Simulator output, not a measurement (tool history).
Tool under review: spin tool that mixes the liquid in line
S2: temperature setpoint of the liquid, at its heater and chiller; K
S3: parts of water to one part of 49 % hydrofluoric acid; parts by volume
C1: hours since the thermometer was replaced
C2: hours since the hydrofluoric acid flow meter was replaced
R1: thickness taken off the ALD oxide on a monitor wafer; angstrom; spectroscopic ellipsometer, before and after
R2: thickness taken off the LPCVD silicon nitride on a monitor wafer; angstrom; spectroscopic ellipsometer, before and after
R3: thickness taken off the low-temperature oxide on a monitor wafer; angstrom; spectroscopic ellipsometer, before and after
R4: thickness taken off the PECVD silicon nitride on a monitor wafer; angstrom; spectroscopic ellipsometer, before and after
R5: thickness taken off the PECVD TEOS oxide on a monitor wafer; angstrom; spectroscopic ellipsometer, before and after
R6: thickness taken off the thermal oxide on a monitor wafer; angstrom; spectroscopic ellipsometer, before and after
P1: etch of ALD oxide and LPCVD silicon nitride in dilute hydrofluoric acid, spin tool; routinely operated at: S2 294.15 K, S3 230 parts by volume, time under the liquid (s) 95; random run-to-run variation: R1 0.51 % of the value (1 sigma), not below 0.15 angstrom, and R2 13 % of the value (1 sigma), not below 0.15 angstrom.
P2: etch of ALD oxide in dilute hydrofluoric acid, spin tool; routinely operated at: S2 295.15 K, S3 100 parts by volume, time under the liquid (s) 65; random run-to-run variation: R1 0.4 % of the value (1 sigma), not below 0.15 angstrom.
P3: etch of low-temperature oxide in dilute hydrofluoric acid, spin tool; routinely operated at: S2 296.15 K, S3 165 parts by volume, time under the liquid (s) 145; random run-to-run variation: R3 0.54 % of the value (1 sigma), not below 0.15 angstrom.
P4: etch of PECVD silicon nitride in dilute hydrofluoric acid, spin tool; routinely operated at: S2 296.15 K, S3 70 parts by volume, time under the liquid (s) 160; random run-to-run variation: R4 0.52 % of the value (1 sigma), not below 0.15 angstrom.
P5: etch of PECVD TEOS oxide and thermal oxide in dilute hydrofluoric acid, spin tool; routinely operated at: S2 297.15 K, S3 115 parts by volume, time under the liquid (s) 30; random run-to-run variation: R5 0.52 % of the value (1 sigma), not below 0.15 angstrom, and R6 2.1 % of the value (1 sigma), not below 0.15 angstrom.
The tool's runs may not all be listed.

run 1 day=0.300 | process_that_ran=P1 S2=294.15 S3=230 time_under_the_liquid_(s)=95 | C1=689.3 C2=172.7 | R1=39.5660 R2=1.28520
run 2 day=0.633 | process_that_ran=P3 S2=296.15 S3=165 time_under_the_liquid_(s)=145 | C1=697.3 C2=180.7 | R3=185.890
run 3 day=0.908 | process_that_ran=P4 S2=296.15 S3=70 time_under_the_liquid_(s)=160 | C1=703.9 C2=187.3 | R4=79.530
run 4 day=1.254 | process_that_ran=P2 S2=295.15 S3=100 time_under_the_liquid_(s)=65 | C1=712.2 C2=195.6 | R1=59.4670
run 5 day=1.667 | process_that_ran=P5 S2=297.15 S3=115 time_under_the_liquid_(s)=15 | C1=722.1 C2=205.5 | R5=24.697 R6=6.6174
run 6 day=1.962 | process_that_ran=P1 S2=294.15 S3=410 time_under_the_liquid_(s)=135 | C1=729.2 C2=212.6 | R1=26.7370 R2=0.96246
run 7 day=2.325 | process_that_ran=P5 S2=297.15 S3=115 time_under_the_liquid_(s)=30 | C1=737.9 C2=221.3 | R5=49.151 R6=13.4790
run 8 day=2.612 | process_that_ran=P4 S2=296.15 S3=110 time_under_the_liquid_(s)=160 | C1=744.8 C2=228.2 | R4=51.165
run 9 day=2.875 | process_that_ran=P1 S2=294.15 S3=230 time_under_the_liquid_(s)=50 | C1=751.1 C2=234.5 | R1=20.8000 R2=0.80423
run 10 day=3.196 | process_that_ran=P3 S2=291.15 S3=165 time_under_the_liquid_(s)=145 | C1=758.8 C2=242.2 | R3=153.930
run 11 day=3.612 | process_that_ran=P4 S2=296.15 S3=70 time_under_the_liquid_(s)=255 | C1=768.8 C2=252.2 | R4=125.850
run 12 day=3.954 | process_that_ran=P1 S2=294.15 S3=335 time_under_the_liquid_(s)=95 | C1=777.0 C2=260.4 | R1=24.7200 R2=0.70642
run 13 day=4.188 | process_that_ran=P2 S2=295.15 S3=100 time_under_the_liquid_(s)=130 | C1=782.6 C2=266.0 | R1=120.2100
run 14 day=4.433 | process_that_ran=P1 S2=294.15 S3=230 time_under_the_liquid_(s)=95 | C1=788.5 C2=271.9 | R1=39.9150 R2=1.56250
run 15 day=4.850 | process_that_ran=P1 S2=294.15 S3=230 time_under_the_liquid_(s)=95 | C1=798.5 C2=281.9 | R1=39.6200 R2=1.66850
run 16 day=5.204 | process_that_ran=P1 S2=290.65 S3=230 time_under_the_liquid_(s)=175 | C1=807.0 C2=290.4 | R1=64.0590 R2=1.70430
run 17 day=5.646 | process_that_ran=P3 S2=296.15 S3=165 time_under_the_liquid_(s)=145 | C1=817.6 C2=301.0 | R3=187.310
run 18 day=5.862 | process_that_ran=P5 S2=305.15 S3=115 time_under_the_liquid_(s)=30 | C1=822.8 C2=306.2 | R5=67.070 R6=18.0310
run 19 day=6.188 | process_that_ran=P1 S2=294.15 S3=230 time_under_the_liquid_(s)=95 | C1=830.6 C2=314.0 | R1=39.7690 R2=1.19070
run 20 day=6.567 | process_that_ran=P4 S2=296.15 S3=70 time_under_the_liquid_(s)=160 | C1=839.7 C2=323.1 | R4=79.665
run 21 day=6.908 | process_that_ran=P4 S2=300.65 S3=70 time_under_the_liquid_(s)=160 | C1=847.9 C2=331.3 | R4=106.980
run 22 day=7.325 | process_that_ran=P1 S2=294.15 S3=230 time_under_the_liquid_(s)=180 | C1=857.9 C2=341.3 | R1=75.3570 R2=3.73880
run 23 day=7.762 | process_that_ran=P2 S2=290.15 S3=100 time_under_the_liquid_(s)=65 | C1=868.4 C2=351.8 | R1=48.4340
run 24 day=8.217 | process_that_ran=P2 S2=295.15 S3=50 time_under_the_liquid_(s)=65 | C1=879.3 C2=362.7 | R1=126.8800
run 25 day=8.454 | process_that_ran=P1 S2=294.15 S3=315 time_under_the_liquid_(s)=35 | C1=885.0 C2=368.4 | R1=9.8847 R2=0.38236
run 26 day=8.800 | process_that_ran=P1 S2=294.15 S3=230 time_under_the_liquid_(s)=95 | C1=893.3 C2=376.7 | R1=40.2060 R2=1.48850
run 27 day=9.212 | process_that_ran=P3 S2=296.15 S3=280 time_under_the_liquid_(s)=145 | C1=903.2 C2=386.6 | R3=98.126
run 28 day=9.475 | process_that_ran=P1 S2=290.15 S3=230 time_under_the_liquid_(s)=95 | C1=909.5 C2=392.9 | R1=34.1520 R2=0.90584
run 29 day=9.775 | process_that_ran=P1 S2=294.15 S3=230 time_under_the_liquid_(s)=95 | C1=916.7 C2=400.1 | R1=40.4900 R2=1.30610
run 30 day=10.062 | process_that_ran=P3 S2=296.15 S3=165 time_under_the_liquid_(s)=60 | C1=923.6 C2=407.0 | R3=76.104
run 31 day=10.433 | process_that_ran=P1 S2=294.15 S3=85 time_under_the_liquid_(s)=95 | C1=932.5 C2=415.9 | R1=124.4800 R2=3.53860
run 32 day=10.725 | process_that_ran=P2 S2=295.15 S3=100 time_under_the_liquid_(s)=65 | C1=939.5 C2=422.9 | R1=60.1130
run 33 day=10.933 | process_that_ran=P1 S2=300.15 S3=230 time_under_the_liquid_(s)=95 | C1=944.5 C2=427.9 | R1=49.1390 R2=1.56590
run 34 day=11.246 | process_that_ran=P5 S2=297.15 S3=165 time_under_the_liquid_(s)=30 | C1=952.0 C2=435.4 | R5=32.667 R6=8.5566
run 35 day=11.533 | process_that_ran=P1 S2=294.15 S3=230 time_under_the_liquid_(s)=95 | C1=958.9 C2=442.3 | R1=39.6690 R2=1.15400
run 36 day=11.888 | process_that_ran=P1 S2=294.15 S3=230 time_under_the_liquid_(s)=95 | C1=967.4 C2=450.8 | R1=38.5010 R2=1.35450
run 37 day=12.133 | process_that_ran=P1 S2=294.15 S3=230 time_under_the_liquid_(s)=95 | C1=973.3 C2=456.7 | R1=37.9860 R2=1.51030
run 38 day=12.512 | process_that_ran=P1 S2=294.15 S3=230 time_under_the_liquid_(s)=95 | C1=982.4 C2=465.8 | R1=37.4210 R2=1.57550
run 39 day=12.729 | process_that_ran=P1 S2=294.15 S3=230 time_under_the_liquid_(s)=95 | C1=987.6 C2=471.0 | R1=36.9460 R2=1.52240
run 40 day=12.988 | process_that_ran=P1 S2=294.15 S3=230 time_under_the_liquid_(s)=95 | C1=993.8 C2=477.2 | R1=37.6510 R2=1.66100
run 41 day=13.229 | process_that_ran=P1 S2=294.15 S3=230 time_under_the_liquid_(s)=95 | C1=999.6 C2=483.0 | R1=37.0880 R2=1.17760
run 42 day=13.454 | process_that_ran=P1 S2=294.15 S3=230 time_under_the_liquid_(s)=95 | C1=1005.0 C2=488.4 | R1=37.2520 R2=1.05590
run 43 day=13.779 | process_that_ran=P1 S2=294.15 S3=230 time_under_the_liquid_(s)=95 | C1=1012.8 C2=496.2 | R1=37.1090 R2=1.60280

What P1 gives has crept off from where it sat before. The 2 causes that follow fit the log equally well, each at the size noted:
A: hydrofluoric acid flow below the setpoint (%) = 5.66
B: liquid colder than its thermometer reads (K) = 1.89
The creep began at about day 11.533.

Question marks stand in for the results of the 4 check runs listed below, each run on one wafer. Under which run would the listed causes show clearly different results?
run check 1 day=14.104 | process_that_ran=P4 S2=296.15 S3=70 time_under_the_liquid_(s)=160 | R4=?
run check 2 day=14.104 | process_that_ran=P2 S2=295.15 S3=100 time_under_the_liquid_(s)=65 | R1=?
run check 3 day=14.104 | process_that_ran=P5 S2=297.15 S3=115 time_under_the_liquid_(s)=30 | R5=? R6=?
run check 4 day=14.104 | process_that_ran=P3 S2=296.15 S3=165 time_under_the_liquid_(s)=145 | R3=?

What every check run would give for each of its results, assuming each possible cause in turn:
check=check_1 result=R4 if_A=74.914 if_B=69.782
check=check_2 result=R1 if_A=56.2090 if_B=55.5590
check=check_3 result=R5 if_A=46.104 if_B=45.727
check=check_3 result=R6 if_A=12.3580 if_B=12.2570
check=check_4 result=R3 if_A=173.360 if_B=172.680
Per-check spread between the two closest causes, in the result where they differ most: check 1 7.1 %; check 2 1.16 %; check 3 0.82 %; check 4 0.39 %
Check 1 tells the causes apart: in the others they would give nearly the same result.

Check 1 was then run and gave: R4 69.276 angstrom. Which cause is it?

It is B: liquid colder than its thermometer reads (K).

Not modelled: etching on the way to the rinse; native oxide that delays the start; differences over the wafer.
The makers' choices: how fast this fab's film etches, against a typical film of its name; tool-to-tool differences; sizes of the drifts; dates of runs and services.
